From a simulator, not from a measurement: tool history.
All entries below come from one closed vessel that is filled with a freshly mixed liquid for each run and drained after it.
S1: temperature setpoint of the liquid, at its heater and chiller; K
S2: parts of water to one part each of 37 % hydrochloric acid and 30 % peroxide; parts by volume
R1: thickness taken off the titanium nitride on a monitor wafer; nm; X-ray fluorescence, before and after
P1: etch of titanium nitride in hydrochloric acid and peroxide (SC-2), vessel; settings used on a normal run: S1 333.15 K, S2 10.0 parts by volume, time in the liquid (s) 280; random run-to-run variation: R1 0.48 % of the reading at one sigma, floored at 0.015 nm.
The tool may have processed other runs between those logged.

{"run": 1, "hour": 7.6, "S1": 333.15, "S2": 10.0, "time in the liquid (s)": 280, "R1": 19.265}
{"run": 2, "hour": 15.2, "S1": 333.15, "S2": 10.0, "time in the liquid (s)": 280, "R1": 19.148}
{"run": 3, "hour": 21.9, "S1": 319.15, "S2": 10.0, "time in the liquid (s)": 40, "R1": 1.1191}
{"run": 4, "hour": 27.8, "S1": 333.15, "S2": 10.0, "time in the liquid (s)": 280, "R1": 19.281}
{"run": 5, "hour": 36.0, "S1": 333.15, "S2": 10.0, "time in the liquid (s)": 555, "R1": 38.181}
{"run": 6, "hour": 41.1, "S1": 333.15, "S2": 6.5, "time in the liquid (s)": 440, "R1": 42.566}
{"run": 7, "hour": 50.9, "S1": 333.15, "S2": 10.0, "time in the liquid (s)": 280, "R1": 19.189}
{"run": 8, "hour": 56.5, "S1": 326.65, "S2": 15.0, "time in the liquid (s)": 280, "R1": 8.8772}
{"run": 9, "hour": 65.0, "S1": 333.15, "S2": 10.0, "time in the liquid (s)": 280, "R1": 19.157}
{"run": 10, "hour": 75.0, "S1": 320.65, "S2": 10.0, "time in the liquid (s)": 280, "R1": 8.4651}
{"run": 11, "hour": 85.1, "S1": 333.15, "S2": 17.0, "time in the liquid (s)": 280, "R1": 12.096}
{"run": 12, "hour": 92.7, "S1": 345.15, "S2": 10.0, "time in the liquid (s)": 280, "R1": 39.951}
{"run": 13, "hour": 98.8, "S1": 333.15, "S2": 4.0, "time in the liquid (s)": 280, "R1": 38.458}
{"hour": 100.4, "done": "new drum of peroxide connected"}
{"run": 14, "hour": 106.1, "S1": 333.15, "S2": 10.0, "time in the liquid (s)": 280, "R1": 19.129}
{"run": 15, "hour": 112.0, "S1": 333.15, "S2": 10.0, "time in the liquid (s)": 105, "R1": 7.1796}
{"run": 16, "hour": 119.8, "S1": 333.15, "S2": 10.0, "time in the liquid (s)": 280, "R1": 19.124}
{"run": 17, "hour": 125.3, "S1": 333.15, "S2": 10.0, "time in the liquid (s)": 280, "R1": 18.619}
{"run": 18, "hour": 134.4, "S1": 333.15, "S2": 10.0, "time in the liquid (s)": 280, "R1": 17.983}
{"run": 19, "hour": 140.7, "S1": 333.15, "S2": 10.0, "time in the liquid (s)": 280, "R1": 17.898}
{"run": 20, "hour": 150.4, "S1": 333.15, "S2": 10.0, "time in the liquid (s)": 280, "R1": 17.594}
{"hour": 155.3, "done": "new drum of peroxide connected"}
{"run": 21, "hour": 158.6, "S1": 333.15, "S2": 10.0, "time in the liquid (s)": 280, "R1": 17.499}
{"run": 22, "hour": 168.5, "S1": 333.15, "S2": 10.0, "time in the liquid (s)": 280, "R1": 17.391}

Compared with where it was, what P1 gives has crept away. Each cause listed below fits the log as well as the rest, at the size given for it:
A: liquid colder than its thermometer reads (K) = 1.49
B: chemicals flow below the setpoint (%) = 10.5
Creep in the process output first set in at about hour 119.8.
Ruled out, with reasons:
peroxide weaker than its label (%): serviced after onset, at hour 155.3, with no recovery of the prior output

Below are 4 check runs, each averaged over 3 wafers, with their results shown as question marks. Which of them would give clearly different results depending on which cause is behind the drift?
{"run": "check 1", "hour": 178.4, "S1": 325.15, "S2": 4.0, "time in the liquid (s)": 280, "R1": "?"}
{"run": "check 2", "hour": 178.4, "S1": 323.15, "S2": 15.5, "time in the liquid (s)": 280, "R1": "?"}
{"run": "check 3", "hour": 178.4, "S1": 333.15, "S2": 13.0, "time in the liquid (s)": 280, "R1": "?"}
{"run": "check 4", "hour": 178.4, "S1": 339.15, "S2": 10.0, "time in the liquid (s)": 545, "R1": "?"}

Check results expected under each cause:
check=check_1 result=R1 if_A=20.8210 if_B=21.3130
check=check_2 result=R1 if_A=6.2450 if_B=6.2511
check=check_3 result=R1 if_A=13.9940 if_B=13.9530
check=check_4 result=R1 if_A=49.4410 if_B=49.3090
How far apart the two closest causes lie, in the result that separates them most: check 1 2.33 %; check 2 0.1 %; check 3 0.29 %; check 4 0.27 %
Of the check runs offered, only check 1 discriminates between the causes; the rest would read about the same regardless of which cause applies.

With check 1 done, the readings were: R1 21.3820 nm. Identify which of the listed causes applies.

It was cause B: chemicals flow below the setpoint (%).
